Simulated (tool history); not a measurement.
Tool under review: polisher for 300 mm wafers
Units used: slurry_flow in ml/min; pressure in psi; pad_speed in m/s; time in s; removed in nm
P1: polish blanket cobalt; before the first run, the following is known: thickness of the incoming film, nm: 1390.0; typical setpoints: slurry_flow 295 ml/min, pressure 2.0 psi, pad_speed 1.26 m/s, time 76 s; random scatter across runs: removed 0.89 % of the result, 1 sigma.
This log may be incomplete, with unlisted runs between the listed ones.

| run | hour | slurry_flow | pressure | pad_speed | time | wafers polished on this pad | hours since the slurry nozzle was cleaned | hours since the head pressure was calibrated | removed |
|---|---|---|---|---|---|---|---|---|---|
| 1 | 12.9 | 295 | 2.0 | 1.26 | 76 | 509 | 357.2 | 989.5 | 395.35 |
| 2 | 19.8 | 295 | 2.0 | 1.92 | 76 | 590 | 364.1 | 996.4 | 600.70 |
| 3 | 31.5 | 430 | 2.0 | 1.26 | 76 | 729 | 375.8 | 1008.1 | 400.14 |
| 4 | 41.3 | 295 | 2.0 | 1.26 | 76 | 844 | 385.6 | 1017.9 | 390.97 |
| 5 | 54.2 | 295 | 2.0 | 1.26 | 76 | 997 | 398.5 | 1030.8 | 392.33 |
| 6 | 61.3 | 175 | 2.0 | 1.26 | 76 | 1081 | 405.6 | 1037.9 | 365.71 |
| 7 | 72.7 | 295 | 2.0 | 1.26 | 76 | 1215 | 417.0 | 1049.3 | 393.81 |
| 8 | 85.7 | 295 | 2.0 | 1.26 | 120 | 1369 | 430.0 | 1062.3 | 618.99 |
|  | 86.5 | slurry nozzle cleaned |
| 9 | 99.2 | 295 | 2.0 | 1.26 | 76 | 1529 | 12.8 | 1075.8 | 387.88 |
| 10 | 107.2 | 295 | 1.2 | 1.26 | 76 | 1623 | 20.8 | 1083.8 | 235.73 |
| 11 | 116.3 | 295 | 3.1 | 1.26 | 76 | 1731 | 29.9 | 1092.9 | 614.22 |
| 12 | 129.5 | 295 | 2.0 | 1.26 | 34 | 1887 | 43.1 | 1106.1 | 174.59 |
| 13 | 136.4 | 295 | 2.0 | 0.84 | 76 | 1968 | 50.0 | 1113.0 | 263.17 |
| 14 | 147.3 | 390 | 2.0 | 1.66 | 76 | 2097 | 60.9 | 1123.9 | 535.22 |
| 15 | 153.8 | 295 | 2.0 | 1.26 | 76 | 2174 | 67.4 | 1130.4 | 396.20 |
| 16 | 166.5 | 295 | 2.0 | 1.26 | 76 | 2324 | 80.1 | 1143.1 | 391.87 |
| 17 | 172.9 | 295 | 2.0 | 1.26 | 76 | 2400 | 86.5 | 1149.5 | 383.38 |
| 18 | 185.9 | 295 | 2.0 | 1.26 | 76 | 2553 | 99.5 | 1162.5 | 385.61 |
| 19 | 194.5 | 295 | 2.0 | 1.26 | 76 | 2655 | 108.1 | 1171.1 | 381.71 |
| 20 | 207.4 | 295 | 2.0 | 1.26 | 76 | 2807 | 121.0 | 1184.0 | 377.57 |
|  | 211.6 | worn pad replaced by a new one |
| 21 | 217.8 | 295 | 2.0 | 1.26 | 76 | 74 | 131.4 | 1194.4 | 376.76 |
| 22 | 229.0 | 295 | 2.0 | 1.26 | 76 | 206 | 142.6 | 1205.6 | 376.75 |
| 23 | 243.2 | 295 | 2.0 | 1.26 | 76 | 374 | 156.8 | 1219.8 | 378.93 |
| 24 | 250.9 | 295 | 2.0 | 1.26 | 76 | 465 | 164.5 | 1227.5 | 373.95 |

Something has made what P1 gives creep away from where it was; the 2 causes below, each at its own stated size, fit the log equally well:
A: slurry flow missing at the pad, % = 33
B: head's pressure below its setpoint, % = 4.37
The onset of the drift is placed at about hour 153.8.
Excluded causes, each with its reason:
removal rate lost through wear of the pad, %: its service at hour 211.6 followed the start of the drift and did not put the process back to its old value

Which of the 4 check runs listed below, each an average over 5 wafers with its results shown as question marks, gives clearly different results under the different listed causes?
| check 1 | 258.6 | 175 | 2.0 | 1.26 | 54 |  |  |  | ? |
| check 2 | 258.6 | 295 | 3.0 | 1.26 | 39 |  |  |  | ? |
| check 3 | 258.6 | 295 | 2.9 | 1.56 | 76 |  |  |  | ? |
| check 4 | 258.6 | 295 | 2.9 | 1.26 | 54 |  |  |  | ? |

What every check run would give for each of its results, assuming each possible cause in turn:
| check | result | if A | if B |
|---|---|---|---|
| check 1 | removed | 245.16 | 252.18 |
| check 2 | removed | 290.67 | 290.68 |
| check 3 | removed | 677.92 | 677.95 |
| check 4 | removed | 389.05 | 389.07 |
Per check, the gap between the least separated pair of causes, taken in the result that splits them most: check 1 2.82 %; check 2 0 %; check 3 0 %; check 4 0 %
The other checks would show nearly matching results whichever cause is true, so check 1 is the only one that separates the causes.

With check 1 done, the readings were: removed 251.59 nm. Identify which of the listed causes applies.

B is the cause: head's pressure below its setpoint, %.

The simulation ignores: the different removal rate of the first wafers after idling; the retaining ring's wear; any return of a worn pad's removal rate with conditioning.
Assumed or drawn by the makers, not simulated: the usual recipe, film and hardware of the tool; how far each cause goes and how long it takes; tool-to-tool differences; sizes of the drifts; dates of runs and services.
